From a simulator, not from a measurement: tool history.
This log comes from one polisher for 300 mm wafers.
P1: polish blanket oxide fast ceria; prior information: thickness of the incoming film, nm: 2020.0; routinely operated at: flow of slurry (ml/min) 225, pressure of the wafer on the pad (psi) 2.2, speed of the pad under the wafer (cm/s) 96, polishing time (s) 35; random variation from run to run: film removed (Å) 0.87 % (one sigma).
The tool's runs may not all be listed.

run   hour  flow of slurry (ml/min)  pressure of the wafer on the pad (psi)  speed of the pad under the wafer (cm/s)  polishing time (s)  film removed (Å)
  1    8.8                      225                                     2.2                                       96                  35            3862.4
  2   17.3                      225                                     2.2                                       96                  35            3923.3
  3   24.1                      225                                     3.5                                       96                  35            6173.7
  4     28                      290                                     2.2                                       96                  35            3942.3
  5   36.3                      225                                     2.7                                       96                  49            6687.4
  6   44.2                      135                                     2.2                                       96                  35            3640.5
      48.5  -- slurry nozzle cleaned
  7   49.7                      225                                     2.2                                       44                  35            1782.5
  8   55.1                      225                                     2.2                                      152                  35            6153.2
  9   61.2                      225                                     2.2                                       96                  35              3922
 10     68                      225                                     2.2                                       96                  35              3908
 11   76.7                      225                                     2.2                                       96                  47            5264.7
 12   84.2                      225                                     2.2                                       96                  35            3873.3
 13   90.7                      225                                     1.5                                       96                  35            2674.6
 14   98.2                      225                                     2.2                                       96                  35            3882.3
 15  102.8                      225                                     2.2                                       46                  47            2475.1
 16  109.3                      225                                     2.2                                       96                  25            2785.9

What will run 17 give?
 17  114.1                      225                                     2.2                                       96                  35                 ?

film removed (Å): 3930.5

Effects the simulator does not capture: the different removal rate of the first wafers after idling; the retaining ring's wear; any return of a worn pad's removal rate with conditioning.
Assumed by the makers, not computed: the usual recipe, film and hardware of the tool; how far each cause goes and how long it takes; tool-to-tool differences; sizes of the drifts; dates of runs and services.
